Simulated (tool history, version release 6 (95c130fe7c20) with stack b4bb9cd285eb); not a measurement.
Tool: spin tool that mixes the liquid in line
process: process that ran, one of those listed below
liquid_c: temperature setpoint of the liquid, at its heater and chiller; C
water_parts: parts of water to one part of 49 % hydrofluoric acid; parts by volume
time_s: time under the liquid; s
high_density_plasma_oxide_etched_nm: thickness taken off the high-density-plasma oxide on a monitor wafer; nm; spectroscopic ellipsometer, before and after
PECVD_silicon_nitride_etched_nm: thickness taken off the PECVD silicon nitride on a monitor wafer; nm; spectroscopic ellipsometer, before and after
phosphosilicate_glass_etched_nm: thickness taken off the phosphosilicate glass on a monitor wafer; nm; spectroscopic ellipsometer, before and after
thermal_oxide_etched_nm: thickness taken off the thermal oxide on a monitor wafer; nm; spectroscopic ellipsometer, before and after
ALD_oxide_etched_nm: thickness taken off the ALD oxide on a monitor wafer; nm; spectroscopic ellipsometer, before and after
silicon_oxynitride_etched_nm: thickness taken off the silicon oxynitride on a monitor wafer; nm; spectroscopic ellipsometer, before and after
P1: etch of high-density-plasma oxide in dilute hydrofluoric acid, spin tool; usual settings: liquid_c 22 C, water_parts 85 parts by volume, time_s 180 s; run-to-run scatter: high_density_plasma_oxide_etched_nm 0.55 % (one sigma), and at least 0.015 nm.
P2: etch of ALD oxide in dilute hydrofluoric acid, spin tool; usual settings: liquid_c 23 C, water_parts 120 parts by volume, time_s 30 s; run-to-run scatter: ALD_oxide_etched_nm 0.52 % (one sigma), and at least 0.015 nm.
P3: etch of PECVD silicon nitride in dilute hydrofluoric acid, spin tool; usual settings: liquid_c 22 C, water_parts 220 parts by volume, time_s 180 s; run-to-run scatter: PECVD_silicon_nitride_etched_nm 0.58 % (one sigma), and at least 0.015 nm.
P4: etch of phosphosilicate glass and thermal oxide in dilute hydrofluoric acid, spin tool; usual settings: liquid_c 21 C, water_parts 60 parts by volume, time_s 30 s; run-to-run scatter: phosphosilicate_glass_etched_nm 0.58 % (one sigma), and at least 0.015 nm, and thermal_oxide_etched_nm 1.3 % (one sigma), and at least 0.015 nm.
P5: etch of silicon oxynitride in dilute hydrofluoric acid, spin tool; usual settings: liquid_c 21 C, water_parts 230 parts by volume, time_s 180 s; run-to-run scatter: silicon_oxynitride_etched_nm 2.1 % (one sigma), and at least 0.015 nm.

run   hour  process  liquid_c  water_parts  time_s  hours since the thermometer was replaced  hours since the hydrofluoric acid flow meter was replaced  high_density_plasma_oxide_etched_nm  PECVD_silicon_nitride_etched_nm  phosphosilicate_glass_etched_nm  thermal_oxide_etched_nm  ALD_oxide_etched_nm  silicon_oxynitride_etched_nm
  1    4.3       P1        22           85     180                                     481.6                                                       92.9                               21.646
  2    7.3       P3        22           60     180                                     484.6                                                       95.9                                                                 13.18
  3   10.9       P1        22           85     180                                     488.2                                                       99.5                               21.491
  4   15.1       P4        21           60      30                                     492.4                                                      103.7                                                                                                  36.36                   2.1272
  5   19.5       P4        29           60      30                                     496.8                                                      108.1                                                                                                 50.016                   2.9417
  6   24.3       P1        22           85     180                                     501.6                                                      112.9                               21.673
  7   27.2       P1        22           25      85                                     504.5                                                      115.8                               37.269
  8   30.4       P1        17           85     180                                     507.7                                                        119                               17.675
  9   34.2       P1        22           85     325                                     511.5                                                      122.8                               38.637
 10   36.9       P1      17.5          115     180                                     514.2                                                      125.5                               12.824
 11   41.5       P3        22          220     180                                     518.8                                                      130.1                                                                3.7121
 12   46.7       P1        22           85      75                                       524                                                      135.3                               9.0811
 13     50       P1        22           55     180                                     527.3                                                      138.6                               34.952
 14   54.4       P4        21           60      15                                     531.7                                                        143                                                                                                 18.036                   1.0946
 15     59       P2        23           20      30                                     536.3                                                      147.6                                                                                                                                               41.602
 16   64.5       P2        17          120      30                                     541.8                                                      153.1                                                                                                                                                4.785
 17   69.8       P5        21          415     180                                     547.1                                                      158.4                                                                                                                                                                            0.49189
 18   73.3       P1        22           85     180                                     550.6                                                      161.9                                21.64
 19     76       P2        23          120      30                                     553.3                                                      164.6                                                                                                                                               6.1399
 20   80.9       P1        22           85     180                                     558.2                                                      169.5                               21.589
 21   85.1       P2        23          120      30                                     562.4                                                      173.7                                                                                                                                               6.1667
 22   87.8       P3        28          220     180                                     565.1                                                      176.4                                                                5.3545
 23   92.4       P5        28          230     180                                     569.7                                                        181                                                                                                                                                                             1.4163
 24   97.3       P4        21           60      30                                     574.6                                                      185.9                                                                                                 36.167                   2.1505
 25    100       P3        22          220     320                                     577.3                                                      188.6                                                                6.5918
 26  105.2       P3        22          220     180                                     582.5                                                      193.8                                                                3.7184

Forecast run 27:
 27  108.1       P5        21          230      20                                     585.4                                                      196.7                                                                                                                                                                                  ?

silicon_oxynitride_etched_nm: 0.099667 nm

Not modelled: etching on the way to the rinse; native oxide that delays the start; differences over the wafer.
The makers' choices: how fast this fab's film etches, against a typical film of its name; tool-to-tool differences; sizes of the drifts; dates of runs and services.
